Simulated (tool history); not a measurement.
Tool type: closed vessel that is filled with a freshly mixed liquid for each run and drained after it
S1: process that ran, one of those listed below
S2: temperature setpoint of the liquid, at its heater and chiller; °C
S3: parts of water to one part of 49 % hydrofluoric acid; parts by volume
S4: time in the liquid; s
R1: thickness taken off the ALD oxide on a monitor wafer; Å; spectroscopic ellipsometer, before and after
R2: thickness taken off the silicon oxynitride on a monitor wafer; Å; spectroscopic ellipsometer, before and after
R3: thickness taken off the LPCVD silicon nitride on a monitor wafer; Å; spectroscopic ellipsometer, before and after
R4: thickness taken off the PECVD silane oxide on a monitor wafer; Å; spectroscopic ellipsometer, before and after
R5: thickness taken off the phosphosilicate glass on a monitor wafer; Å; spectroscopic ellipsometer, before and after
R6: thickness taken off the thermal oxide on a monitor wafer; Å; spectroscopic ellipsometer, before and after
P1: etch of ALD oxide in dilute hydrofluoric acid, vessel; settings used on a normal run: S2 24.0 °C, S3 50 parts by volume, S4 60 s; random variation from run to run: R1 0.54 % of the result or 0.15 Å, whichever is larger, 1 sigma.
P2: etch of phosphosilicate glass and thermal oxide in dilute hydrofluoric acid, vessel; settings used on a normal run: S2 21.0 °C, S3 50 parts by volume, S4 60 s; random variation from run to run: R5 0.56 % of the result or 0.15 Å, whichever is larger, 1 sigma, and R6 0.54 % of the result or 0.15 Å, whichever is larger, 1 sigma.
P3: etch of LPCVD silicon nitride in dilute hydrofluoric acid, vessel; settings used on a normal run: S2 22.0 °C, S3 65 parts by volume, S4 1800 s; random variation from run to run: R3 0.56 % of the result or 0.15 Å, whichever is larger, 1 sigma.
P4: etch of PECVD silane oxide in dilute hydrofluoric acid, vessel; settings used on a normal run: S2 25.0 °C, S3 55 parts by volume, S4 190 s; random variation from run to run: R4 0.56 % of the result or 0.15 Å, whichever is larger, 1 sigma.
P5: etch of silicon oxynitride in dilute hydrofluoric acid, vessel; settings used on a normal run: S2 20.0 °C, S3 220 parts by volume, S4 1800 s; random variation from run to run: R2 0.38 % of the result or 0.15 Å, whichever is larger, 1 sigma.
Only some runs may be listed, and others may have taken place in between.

{"run": 1, "hour": 8.9, "S1": "P1", "S2": 24.0, "S3": 50, "S4": 60, "R1": 233.04}
{"run": 2, "hour": 19.0, "S1": "P5", "S2": 27.5, "S3": 220, "S4": 1800, "R2": 128.8}
{"run": 3, "hour": 25.1, "S1": "P1", "S2": 24.0, "S3": 30, "S4": 60, "R1": 394.21}
{"run": 4, "hour": 38.1, "S1": "P1", "S2": 24.0, "S3": 50, "S4": 115, "R1": 439.98}
{"run": 5, "hour": 49.1, "S1": "P1", "S2": 24.0, "S3": 50, "S4": 60, "R1": 230.68}
{"run": 6, "hour": 57.0, "S1": "P3", "S2": 27.5, "S3": 65, "S4": 1800, "R3": 162.12}
{"run": 7, "hour": 64.0, "S1": "P5", "S2": 20.0, "S3": 220, "S4": 735, "R2": 37.21}
{"run": 8, "hour": 76.2, "S1": "P4", "S2": 25.0, "S3": 105, "S4": 190, "R4": 281.72}
{"run": 9, "hour": 82.6, "S1": "P1", "S2": 24.0, "S3": 75, "S4": 30, "R1": 75.5}
{"run": 10, "hour": 88.6, "S1": "P1", "S2": 24.0, "S3": 50, "S4": 60, "R1": 231.76}
{"run": 11, "hour": 98.1, "S1": "P3", "S2": 22.0, "S3": 100, "S4": 1800, "R3": 74.278}
{"run": 12, "hour": 107.7, "S1": "P5", "S2": 20.0, "S3": 220, "S4": 1800, "R2": 92.035}
{"hour": 115.8, "done": "thermometer replaced"}
{"run": 13, "hour": 116.6, "S1": "P2", "S2": 21.0, "S3": 20, "S4": 60, "R5": 2825.9, "R6": 142.57}
{"run": 14, "hour": 129.0, "S1": "P3", "S2": 22.0, "S3": 65, "S4": 2660, "R3": 167.02}
{"run": 15, "hour": 135.4, "S1": "P3", "S2": 22.0, "S3": 65, "S4": 1800, "R3": 112.69}
{"run": 16, "hour": 146.0, "S1": "P2", "S2": 21.0, "S3": 50, "S4": 60, "R5": 1084.0, "R6": 55.812}
{"run": 17, "hour": 153.2, "S1": "P4", "S2": 25.0, "S3": 55, "S4": 190, "R4": 574.68}
{"run": 18, "hour": 162.8, "S1": "P1", "S2": 17.0, "S3": 25, "S4": 60, "R1": 350.22}
{"run": 19, "hour": 176.0, "S1": "P1", "S2": 20.0, "S3": 50, "S4": 60, "R1": 195.54}
{"run": 20, "hour": 188.8, "S1": "P5", "S2": 20.0, "S3": 220, "S4": 1800, "R2": 91.19}
{"run": 21, "hour": 197.3, "S1": "P4", "S2": 25.0, "S3": 55, "S4": 190, "R4": 572.43}
{"run": 22, "hour": 207.1, "S1": "P4", "S2": 31.5, "S3": 55, "S4": 190, "R4": 744.67}
{"run": 23, "hour": 217.6, "S1": "P1", "S2": 24.0, "S3": 50, "S4": 30, "R1": 114.94}
{"run": 24, "hour": 230.9, "S1": "P2", "S2": 21.0, "S3": 50, "S4": 30, "R5": 548.01, "R6": 28.094}
{"run": 25, "hour": 237.8, "S1": "P1", "S2": 29.5, "S3": 50, "S4": 60, "R1": 287.87}
{"run": 26, "hour": 245.4, "S1": "P1", "S2": 24.0, "S3": 50, "S4": 60, "R1": 230.97}
{"run": 27, "hour": 253.2, "S1": "P5", "S2": 20.0, "S3": 335, "S4": 1800, "R2": 56.143}
{"run": 28, "hour": 265.1, "S1": "P1", "S2": 24.0, "S3": 75, "S4": 60, "R1": 147.99}
{"run": 29, "hour": 276.9, "S1": "P2", "S2": 26.5, "S3": 50, "S4": 60, "R5": 1379.6, "R6": 70.01}
{"run": 30, "hour": 285.0, "S1": "P4", "S2": 25.0, "S3": 55, "S4": 80, "R4": 243.81}
{"run": 31, "hour": 294.6, "S1": "P1", "S2": 24.0, "S3": 20, "S4": 85, "R1": 853.75}
{"run": 32, "hour": 304.7, "S1": "P1", "S2": 24.0, "S3": 50, "S4": 60, "R1": 230.94}
{"run": 33, "hour": 317.4, "S1": "P1", "S2": 24.0, "S3": 50, "S4": 60, "R1": 224.48}
{"run": 34, "hour": 325.7, "S1": "P1", "S2": 24.0, "S3": 50, "S4": 60, "R1": 221.39}
{"run": 35, "hour": 337.9, "S1": "P1", "S2": 24.0, "S3": 50, "S4": 60, "R1": 219.21}
{"run": 36, "hour": 348.2, "S1": "P1", "S2": 24.0, "S3": 50, "S4": 60, "R1": 217.85}
{"run": 37, "hour": 357.1, "S1": "P1", "S2": 24.0, "S3": 50, "S4": 60, "R1": 216.38}
{"run": 38, "hour": 364.0, "S1": "P1", "S2": 24.0, "S3": 50, "S4": 60, "R1": 214.57}
{"run": 39, "hour": 376.9, "S1": "P1", "S2": 24.0, "S3": 50, "S4": 60, "R1": 212.97}
{"run": 40, "hour": 384.2, "S1": "P1", "S2": 24.0, "S3": 50, "S4": 60, "R1": 214.76}
{"run": 41, "hour": 395.1, "S1": "P1", "S2": 24.0, "S3": 50, "S4": 60, "R1": 213.21}
{"run": 42, "hour": 403.4, "S1": "P1", "S2": 24.0, "S3": 50, "S4": 60, "R1": 212.4}
{"run": 43, "hour": 415.1, "S1": "P1", "S2": 24.0, "S3": 50, "S4": 60, "R1": 214.89}

What P1 gives has crept off from where it sat before. The 2 causes that follow fit the log equally well, each at the size noted:
A: liquid colder than its thermometer reads (K) = 1.81
B: hydrofluoric acid flow below the setpoint (%) = 6.76
Creep in the process output first set in at about hour 304.7.

Below are 4 check runs, each on a single wafer, with their results shown as question marks. Which of them would tell the listed causes apart, meaning the causes would give clearly different results under it?
{"run": "check 1", "hour": 426.8, "S1": "P5", "S2": 20.0, "S3": 220, "S4": 1800, "R2": "?"}
{"run": "check 2", "hour": 426.8, "S1": "P4", "S2": 25.0, "S3": 55, "S4": 190, "R4": "?"}
{"run": "check 3", "hour": 426.8, "S1": "P3", "S2": 22.0, "S3": 65, "S4": 1800, "R3": "?"}
{"run": "check 4", "hour": 426.8, "S1": "P2", "S2": 21.0, "S3": 50, "S4": 60, "R5": "?", "R6": "?"}

Outcome of each check run for each possible cause:
check=check_1 result=R2 if_A=84.345 if_B=84.674
check=check_2 result=R4 if_A=532.95 if_B=532.27
check=check_3 result=R3 if_A=99.926 if_B=105.620
check=check_4 result=R5 if_A=1010.00 if_B=1012.30
check=check_4 result=R6 if_A=51.531 if_B=51.649
Per-check spread between the two closest causes, in the result where they differ most: check 1 0.39 %; check 2 0.13 %; check 3 5.54 %; check 4 0.23 %
Check 3 distinguishes between the causes, while the remaining checks would return nearly the same result for all of them.

Check 3 has now been run. It gave: R3 100.980 Å. Which of the candidate causes is it?

The cause is A: liquid colder than its thermometer reads (K).

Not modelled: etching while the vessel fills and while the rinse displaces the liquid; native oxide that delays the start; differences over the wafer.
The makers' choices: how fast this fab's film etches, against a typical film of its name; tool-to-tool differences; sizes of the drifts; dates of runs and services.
